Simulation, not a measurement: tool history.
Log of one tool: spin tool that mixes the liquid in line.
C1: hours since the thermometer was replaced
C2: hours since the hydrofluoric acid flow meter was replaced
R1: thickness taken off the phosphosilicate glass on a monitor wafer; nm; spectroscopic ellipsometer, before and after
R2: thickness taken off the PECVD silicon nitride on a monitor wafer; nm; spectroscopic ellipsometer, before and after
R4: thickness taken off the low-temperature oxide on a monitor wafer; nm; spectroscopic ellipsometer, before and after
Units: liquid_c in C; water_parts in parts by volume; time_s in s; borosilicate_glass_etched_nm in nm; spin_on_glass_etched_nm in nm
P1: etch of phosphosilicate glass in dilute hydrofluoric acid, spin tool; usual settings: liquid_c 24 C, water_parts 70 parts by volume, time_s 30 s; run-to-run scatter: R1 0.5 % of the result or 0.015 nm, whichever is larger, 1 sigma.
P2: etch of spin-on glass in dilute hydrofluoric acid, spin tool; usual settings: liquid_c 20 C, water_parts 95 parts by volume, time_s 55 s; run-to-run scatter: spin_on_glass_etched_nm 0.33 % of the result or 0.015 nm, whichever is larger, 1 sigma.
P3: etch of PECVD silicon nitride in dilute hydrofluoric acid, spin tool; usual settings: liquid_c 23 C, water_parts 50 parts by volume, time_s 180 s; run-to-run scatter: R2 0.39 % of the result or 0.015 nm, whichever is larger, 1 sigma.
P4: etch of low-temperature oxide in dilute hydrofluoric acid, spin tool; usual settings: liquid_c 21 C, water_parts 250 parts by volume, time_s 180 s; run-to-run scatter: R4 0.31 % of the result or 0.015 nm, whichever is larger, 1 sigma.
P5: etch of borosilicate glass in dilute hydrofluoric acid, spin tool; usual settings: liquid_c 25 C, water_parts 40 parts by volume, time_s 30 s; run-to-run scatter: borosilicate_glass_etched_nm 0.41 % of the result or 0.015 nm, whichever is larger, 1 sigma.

run 1 hour=6.2 | process=P1 liquid_c=24 water_parts=70 time_s=30 | C1=1333.6 C2=1391.7 | R1=26.832
run 2 hour=14.6 | process=P1 liquid_c=29.5 water_parts=40 time_s=30 | C1=1342 C2=1400.1 | R1=62.012
run 3 hour=22.1 | process=P3 liquid_c=23 water_parts=50 time_s=290 | C1=1349.5 C2=1407.6 | R2=9.3574
run 4 hour=32.4 | process=P5 liquid_c=25 water_parts=70 time_s=30 | C1=1359.8 C2=1417.9 | borosilicate_glass_etched_nm=17.447
run 5 hour=39.7 | process=P5 liquid_c=25 water_parts=40 time_s=55 | C1=1367.1 C2=1425.2 | borosilicate_glass_etched_nm=58.168
run 6 hour=48.1 | process=P4 liquid_c=21 water_parts=250 time_s=180 | C1=1375.5 C2=1433.6 | R4=6.5445
run 7 hour=59.9 | process=P3 liquid_c=23 water_parts=70 time_s=180 | C1=1387.3 C2=1445.4 | R2=4.1985
run 8 hour=70 | process=P2 liquid_c=17 water_parts=95 time_s=55 | C1=1397.4 C2=1455.5 | spin_on_glass_etched_nm=14.77
run 9 hour=76.2 | process=P3 liquid_c=23 water_parts=50 time_s=180 | C1=1403.6 C2=1461.7 | R2=5.817
run 10 hour=88.7 | process=P4 liquid_c=26.5 water_parts=250 time_s=180 | C1=1416.1 C2=1474.2 | R4=7.982
run 11 hour=95.9 | process=P1 liquid_c=17 water_parts=70 time_s=30 | C1=1423.3 C2=1481.4 | R1=20.263
run 12 hour=101.5 | process=P1 liquid_c=24 water_parts=35 time_s=30 | C1=1428.9 C2=1487 | R1=57.231
run 13 hour=107.9 | process=P5 liquid_c=25 water_parts=40 time_s=30 | C1=1435.3 C2=1493.4 | borosilicate_glass_etched_nm=31.995
run 14 hour=117.7 | process=P5 liquid_c=17 water_parts=40 time_s=30 | C1=1445.1 C2=1503.2 | borosilicate_glass_etched_nm=22.646
run 15 hour=125.8 | process=P1 liquid_c=24 water_parts=70 time_s=30 | C1=1453.2 C2=1511.3 | R1=27.28
run 16 hour=135.4 | process=P2 liquid_c=20 water_parts=45 time_s=55 | C1=1462.8 C2=1520.9 | spin_on_glass_etched_nm=37.665
run 17 hour=143.2 | process=P4 liquid_c=21 water_parts=95 time_s=180 | C1=1470.6 C2=1528.7 | R4=20.29
run 18 hour=150.1 | process=P2 liquid_c=20 water_parts=95 time_s=55 | C1=1477.5 C2=1535.6 | spin_on_glass_etched_nm=16.785
run 19 hour=157.3 | process=P4 liquid_c=21 water_parts=250 time_s=30 | C1=1484.7 C2=1542.8 | R4=1.0936
run 20 hour=164 | process=P1 liquid_c=24 water_parts=70 time_s=30 | C1=1491.4 C2=1549.5 | R1=27.31
run 21 hour=172.3 | process=P1 liquid_c=28 water_parts=70 time_s=30 | C1=1499.7 C2=1557.8 | R1=31.848

Forecast run 22:
run 22 hour=180.6 | process=P1 liquid_c=24 water_parts=70 time_s=30 | C1=1508 C2=1566.1 | R1=?

Run 22 gave R1 27.152 nm.

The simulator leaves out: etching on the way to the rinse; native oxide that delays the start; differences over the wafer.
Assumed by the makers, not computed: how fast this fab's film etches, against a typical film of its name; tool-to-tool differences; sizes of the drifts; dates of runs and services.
